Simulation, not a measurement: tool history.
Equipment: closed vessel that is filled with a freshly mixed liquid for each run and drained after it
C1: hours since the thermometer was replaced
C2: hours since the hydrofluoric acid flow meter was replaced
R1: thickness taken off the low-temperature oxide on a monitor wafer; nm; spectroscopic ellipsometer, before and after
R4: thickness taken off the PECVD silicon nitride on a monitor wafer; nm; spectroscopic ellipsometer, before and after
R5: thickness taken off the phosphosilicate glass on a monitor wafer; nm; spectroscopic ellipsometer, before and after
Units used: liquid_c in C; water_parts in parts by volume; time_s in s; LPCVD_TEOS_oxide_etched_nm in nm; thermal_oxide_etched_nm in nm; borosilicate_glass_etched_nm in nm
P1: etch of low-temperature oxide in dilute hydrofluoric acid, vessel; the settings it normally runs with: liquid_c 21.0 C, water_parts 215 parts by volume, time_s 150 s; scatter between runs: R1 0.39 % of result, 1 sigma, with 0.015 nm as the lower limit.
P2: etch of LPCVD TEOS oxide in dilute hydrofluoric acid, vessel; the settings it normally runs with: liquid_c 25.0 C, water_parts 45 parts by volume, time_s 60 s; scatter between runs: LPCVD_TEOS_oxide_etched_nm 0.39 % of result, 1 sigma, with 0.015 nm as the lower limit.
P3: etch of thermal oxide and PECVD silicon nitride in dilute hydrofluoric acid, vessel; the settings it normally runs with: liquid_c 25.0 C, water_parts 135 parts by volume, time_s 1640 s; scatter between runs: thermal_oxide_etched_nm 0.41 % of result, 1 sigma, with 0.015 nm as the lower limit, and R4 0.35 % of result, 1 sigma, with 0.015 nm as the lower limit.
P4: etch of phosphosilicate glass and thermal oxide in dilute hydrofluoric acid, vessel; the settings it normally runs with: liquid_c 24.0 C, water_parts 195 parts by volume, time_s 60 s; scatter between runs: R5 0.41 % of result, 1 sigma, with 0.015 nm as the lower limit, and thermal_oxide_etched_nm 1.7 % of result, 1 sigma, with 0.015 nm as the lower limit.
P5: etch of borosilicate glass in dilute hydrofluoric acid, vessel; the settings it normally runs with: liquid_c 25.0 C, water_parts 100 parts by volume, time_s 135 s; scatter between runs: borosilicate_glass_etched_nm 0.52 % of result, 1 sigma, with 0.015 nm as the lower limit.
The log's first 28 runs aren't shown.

run 29 day=13.788 | process=P1 liquid_c=21.0 water_parts=55 time_s=150 | C1=554.5 C2=848.4 | R1=39.5470
run 30 day=14.342 | process=P5 liquid_c=25.0 water_parts=60 time_s=135 | C1=567.8 C2=861.7 | borosilicate_glass_etched_nm=66.134
run 31 day=14.829 | process=P4 liquid_c=29.5 water_parts=195 time_s=60 | C1=579.5 C2=873.4 | thermal_oxide_etched_nm=1.55140 R5=23.090
run 32 day=15.483 | process=P4 liquid_c=24.0 water_parts=195 time_s=60 | C1=595.2 C2=889.1 | thermal_oxide_etched_nm=1.23570 R5=18.942
run 33 day=15.917 | process=P4 liquid_c=24.0 water_parts=195 time_s=60 | C1=605.6 C2=899.5 | thermal_oxide_etched_nm=1.28320 R5=18.931
run 34 day=16.592 | process=P1 liquid_c=21.0 water_parts=215 time_s=150 | C1=621.8 C2=915.7 | R1=8.5442
run 35 day=16.921 | process=P1 liquid_c=21.0 water_parts=215 time_s=150 | C1=629.7 C2=923.6 | R1=8.4974
run 36 day=17.354 | process=P1 liquid_c=21.0 water_parts=215 time_s=150 | C1=640.1 C2=934.0 | R1=8.6473
run 37 day=17.746 | process=P1 liquid_c=21.0 water_parts=215 time_s=150 | C1=649.5 C2=943.4 | R1=8.7573
run 38 day=18.279 | process=P1 liquid_c=21.0 water_parts=215 time_s=150 | C1=662.3 C2=956.2 | R1=8.8414
run 39 day=18.833 | process=P1 liquid_c=21.0 water_parts=215 time_s=150 | C1=675.6 C2=969.5 | R1=8.9346
run 40 day=19.225 | process=P1 liquid_c=21.0 water_parts=215 time_s=150 | C1=685.0 C2=978.9 | R1=8.9793
run 41 day=19.867 | process=P1 liquid_c=21.0 water_parts=215 time_s=150 | C1=700.4 C2=994.3 | R1=9.0413

What will run 42 give?
run 42 day=20.450 | process=P1 liquid_c=21.0 water_parts=215 time_s=150 | C1=714.4 C2=1008.3 | R1=?

Logged for run 42: R1 9.1035 nm.
